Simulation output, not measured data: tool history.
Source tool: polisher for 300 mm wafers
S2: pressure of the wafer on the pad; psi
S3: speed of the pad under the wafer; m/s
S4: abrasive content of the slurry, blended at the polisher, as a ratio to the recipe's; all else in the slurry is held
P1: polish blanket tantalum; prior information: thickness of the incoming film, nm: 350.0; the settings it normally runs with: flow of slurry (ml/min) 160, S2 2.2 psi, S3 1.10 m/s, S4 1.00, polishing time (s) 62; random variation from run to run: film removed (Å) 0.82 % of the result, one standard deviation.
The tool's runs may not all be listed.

{"run": 1, "hour": 6.9, "flow of slurry (ml/min)": 160, "S2": 2.2, "S3": 1.1, "S4": 1.0, "polishing time (s)": 62, "film removed (Å)": 1142.9}
{"run": 2, "hour": 15.6, "flow of slurry (ml/min)": 160, "S2": 3.2, "S3": 1.1, "S4": 1.0, "polishing time (s)": 62, "film removed (Å)": 1658.8}
{"run": 3, "hour": 22.9, "flow of slurry (ml/min)": 160, "S2": 2.2, "S3": 1.1, "S4": 0.55, "polishing time (s)": 62, "film removed (Å)": 923.98}
{"run": 4, "hour": 29.4, "flow of slurry (ml/min)": 210, "S2": 2.2, "S3": 1.1, "S4": 1.0, "polishing time (s)": 85, "film removed (Å)": 1615.2}
{"run": 5, "hour": 37.9, "flow of slurry (ml/min)": 250, "S2": 2.2, "S3": 1.1, "S4": 1.0, "polishing time (s)": 62, "film removed (Å)": 1231.6}
{"run": 6, "hour": 42.7, "flow of slurry (ml/min)": 105, "S2": 2.2, "S3": 1.1, "S4": 1.0, "polishing time (s)": 62, "film removed (Å)": 1052.1}
{"run": 7, "hour": 47.5, "flow of slurry (ml/min)": 160, "S2": 2.2, "S3": 1.1, "S4": 1.25, "polishing time (s)": 62, "film removed (Å)": 1216.1}
{"run": 8, "hour": 53.8, "flow of slurry (ml/min)": 160, "S2": 2.2, "S3": 1.64, "S4": 1.0, "polishing time (s)": 62, "film removed (Å)": 1705.0}
{"run": 9, "hour": 63.6, "flow of slurry (ml/min)": 160, "S2": 2.2, "S3": 1.1, "S4": 1.0, "polishing time (s)": 62, "film removed (Å)": 1167.0}
{"run": 10, "hour": 70.5, "flow of slurry (ml/min)": 160, "S2": 2.2, "S3": 1.1, "S4": 1.0, "polishing time (s)": 62, "film removed (Å)": 1147.0}
{"run": 11, "hour": 79.1, "flow of slurry (ml/min)": 160, "S2": 1.0, "S3": 1.1, "S4": 1.0, "polishing time (s)": 62, "film removed (Å)": 522.78}
{"run": 12, "hour": 84.6, "flow of slurry (ml/min)": 160, "S2": 2.2, "S3": 1.1, "S4": 1.0, "polishing time (s)": 62, "film removed (Å)": 1151.3}
{"run": 13, "hour": 92.1, "flow of slurry (ml/min)": 160, "S2": 2.2, "S3": 1.1, "S4": 1.0, "polishing time (s)": 37, "film removed (Å)": 684.16}
{"run": 14, "hour": 101.4, "flow of slurry (ml/min)": 160, "S2": 2.2, "S3": 1.1, "S4": 1.45, "polishing time (s)": 42, "film removed (Å)": 856.74}

What does the tool deliver on the next run?
{"run": 15, "hour": 107.6, "flow of slurry (ml/min)": 160, "S2": 2.2, "S3": 0.56, "S4": 1.0, "polishing time (s)": 62, "film removed (Å)": "?"}

{"run 15": {"film removed (Å)": 580.66}}
